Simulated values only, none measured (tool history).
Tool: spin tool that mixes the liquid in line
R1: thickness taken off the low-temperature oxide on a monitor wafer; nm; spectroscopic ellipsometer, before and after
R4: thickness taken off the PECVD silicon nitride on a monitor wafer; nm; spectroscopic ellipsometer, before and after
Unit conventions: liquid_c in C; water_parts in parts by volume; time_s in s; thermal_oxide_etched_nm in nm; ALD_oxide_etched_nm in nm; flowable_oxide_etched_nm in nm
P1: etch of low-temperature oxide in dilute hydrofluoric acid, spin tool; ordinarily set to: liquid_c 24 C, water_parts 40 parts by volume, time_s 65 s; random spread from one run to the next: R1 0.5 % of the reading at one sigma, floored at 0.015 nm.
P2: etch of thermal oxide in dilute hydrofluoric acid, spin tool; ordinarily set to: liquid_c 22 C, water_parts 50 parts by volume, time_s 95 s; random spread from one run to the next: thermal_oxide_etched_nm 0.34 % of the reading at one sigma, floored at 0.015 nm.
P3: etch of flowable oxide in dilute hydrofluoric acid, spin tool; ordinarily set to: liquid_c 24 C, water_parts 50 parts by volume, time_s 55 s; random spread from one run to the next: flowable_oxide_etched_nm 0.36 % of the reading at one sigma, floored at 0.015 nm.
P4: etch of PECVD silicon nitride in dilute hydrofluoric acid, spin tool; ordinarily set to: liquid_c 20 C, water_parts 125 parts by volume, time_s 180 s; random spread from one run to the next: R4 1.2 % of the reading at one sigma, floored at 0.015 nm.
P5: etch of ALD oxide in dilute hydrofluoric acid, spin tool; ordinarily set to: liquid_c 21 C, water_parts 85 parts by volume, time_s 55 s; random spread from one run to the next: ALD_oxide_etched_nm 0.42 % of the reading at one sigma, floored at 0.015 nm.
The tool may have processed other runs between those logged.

{"run": 1, "hour": 4.1, "process": "P1", "liquid_c": 24, "water_parts": 40, "time_s": 65, "R1": 59.101}
{"run": 2, "hour": 8.5, "process": "P2", "liquid_c": 22, "water_parts": 50, "time_s": 95, "thermal_oxide_etched_nm": 8.2803}
{"run": 3, "hour": 10.8, "process": "P1", "liquid_c": 24, "water_parts": 55, "time_s": 65, "R1": 42.588}
{"run": 4, "hour": 14.4, "process": "P1", "liquid_c": 24, "water_parts": 40, "time_s": 120, "R1": 108.58}
{"run": 5, "hour": 17.7, "process": "P5", "liquid_c": 21, "water_parts": 85, "time_s": 100, "ALD_oxide_etched_nm": 35.102}
{"run": 6, "hour": 21.8, "process": "P4", "liquid_c": 20, "water_parts": 125, "time_s": 30, "R4": 0.36638}
{"run": 7, "hour": 24.3, "process": "P3", "liquid_c": 24, "water_parts": 50, "time_s": 105, "flowable_oxide_etched_nm": 47.741}
{"run": 8, "hour": 27.7, "process": "P1", "liquid_c": 32, "water_parts": 40, "time_s": 65, "R1": 81.105}
{"run": 9, "hour": 30.1, "process": "P4", "liquid_c": 20, "water_parts": 125, "time_s": 180, "R4": 2.0294}
{"run": 10, "hour": 33.3, "process": "P3", "liquid_c": 31.5, "water_parts": 50, "time_s": 55, "flowable_oxide_etched_nm": 33.865}
{"run": 11, "hour": 38.1, "process": "P4", "liquid_c": 20, "water_parts": 40, "time_s": 180, "R4": 6.1715}
{"run": 12, "hour": 40.5, "process": "P1", "liquid_c": 24, "water_parts": 40, "time_s": 65, "R1": 59.105}
{"run": 13, "hour": 43.2, "process": "P5", "liquid_c": 21, "water_parts": 85, "time_s": 55, "ALD_oxide_etched_nm": 19.44}
{"run": 14, "hour": 47.0, "process": "P5", "liquid_c": 17, "water_parts": 85, "time_s": 55, "ALD_oxide_etched_nm": 16.243}
{"run": 15, "hour": 49.3, "process": "P1", "liquid_c": 24, "water_parts": 40, "time_s": 30, "R1": 27.401}
{"run": 16, "hour": 52.7, "process": "P3", "liquid_c": 24, "water_parts": 50, "time_s": 55, "flowable_oxide_etched_nm": 25.093}
{"run": 17, "hour": 56.7, "process": "P2", "liquid_c": 29, "water_parts": 50, "time_s": 95, "thermal_oxide_etched_nm": 10.989}
{"run": 18, "hour": 59.1, "process": "P2", "liquid_c": 22, "water_parts": 50, "time_s": 185, "thermal_oxide_etched_nm": 16.077}
{"run": 19, "hour": 61.5, "process": "P2", "liquid_c": 22, "water_parts": 25, "time_s": 95, "thermal_oxide_etched_nm": 17.215}
{"run": 20, "hour": 64.1, "process": "P1", "liquid_c": 24, "water_parts": 40, "time_s": 65, "R1": 59.397}
{"run": 21, "hour": 66.3, "process": "P1", "liquid_c": 24, "water_parts": 20, "time_s": 15, "R1": 28.187}
{"run": 22, "hour": 69.5, "process": "P1", "liquid_c": 24, "water_parts": 25, "time_s": 65, "R1": 96.414}
{"run": 23, "hour": 73.0, "process": "P3", "liquid_c": 24, "water_parts": 20, "time_s": 55, "flowable_oxide_etched_nm": 65.42}
{"run": 24, "hour": 76.8, "process": "P1", "liquid_c": 24, "water_parts": 40, "time_s": 65, "R1": 59.156}
{"run": 25, "hour": 80.8, "process": "P5", "liquid_c": 21, "water_parts": 135, "time_s": 55, "ALD_oxide_etched_nm": 11.528}
{"run": 26, "hour": 84.4, "process": "P1", "liquid_c": 24, "water_parts": 40, "time_s": 65, "R1": 58.742}
{"run": 27, "hour": 88.3, "process": "P4", "liquid_c": 28, "water_parts": 125, "time_s": 180, "R4": 3.415}
{"run": 28, "hour": 92.6, "process": "P1", "liquid_c": 18, "water_parts": 40, "time_s": 65, "R1": 46.063}
{"run": 29, "hour": 95.2, "process": "P1", "liquid_c": 24, "water_parts": 40, "time_s": 65, "R1": 58.847}
{"run": 30, "hour": 97.6, "process": "P1", "liquid_c": 24, "water_parts": 40, "time_s": 65, "R1": 60.632}
{"run": 31, "hour": 101.0, "process": "P1", "liquid_c": 24, "water_parts": 40, "time_s": 65, "R1": 61.678}
{"run": 32, "hour": 105.6, "process": "P1", "liquid_c": 24, "water_parts": 40, "time_s": 65, "R1": 62.578}
{"run": 33, "hour": 108.9, "process": "P1", "liquid_c": 24, "water_parts": 40, "time_s": 65, "R1": 62.939}
{"run": 34, "hour": 112.0, "process": "P1", "liquid_c": 24, "water_parts": 40, "time_s": 65, "R1": 63.377}
{"run": 35, "hour": 114.1, "process": "P1", "liquid_c": 24, "water_parts": 40, "time_s": 65, "R1": 62.858}

Compared with where it was, what P1 gives has crept away. Each cause listed below fits the log as well as the rest, at the size given for it:
A: hydrofluoric acid flow above the setpoint (%) = 6.11
B: liquid hotter than its thermometer reads (K) = 1.52
The onset of the drift is placed at about hour 95.2.

Which of the check runs below tells the causes apart, meaning the causes would give it clearly different results? Each run uses 5 wafers whose results are averaged, and each result is shown as a question mark.
{"run": "check 1", "hour": 116.2, "process": "P5", "liquid_c": 21, "water_parts": 85, "time_s": 55, "ALD_oxide_etched_nm": "?"}
{"run": "check 2", "hour": 116.2, "process": "P3", "liquid_c": 24, "water_parts": 50, "time_s": 55, "flowable_oxide_etched_nm": "?"}
{"run": "check 3", "hour": 116.2, "process": "P2", "liquid_c": 22, "water_parts": 50, "time_s": 95, "thermal_oxide_etched_nm": "?"}
{"run": "check 4", "hour": 116.2, "process": "P4", "liquid_c": 20, "water_parts": 125, "time_s": 180, "R4": "?"}

Expected result of each check under each candidate cause:
check=check_1 result=ALD_oxide_etched_nm if_A=20.644 if_B=20.584
check=check_2 result=flowable_oxide_etched_nm if_A=26.654 if_B=26.628
check=check_3 result=thermal_oxide_etched_nm if_A=8.8338 if_B=8.8356
check=check_4 result=R4 if_A=2.1529 if_B=2.2497
Distance between the nearest two causes, measured in the result of the check that separates them most: check 1 0.29 %; check 2 0.1 %; check 3 0.02 %; check 4 4.4 %
Check 4 is the one run that separates the causes; every other check would come out nearly the same whichever cause is at work.

Running check 4 produced the following: R4 2.2231 nm. Which one of the listed causes fits?

B is the cause: liquid hotter than its thermometer reads (K).
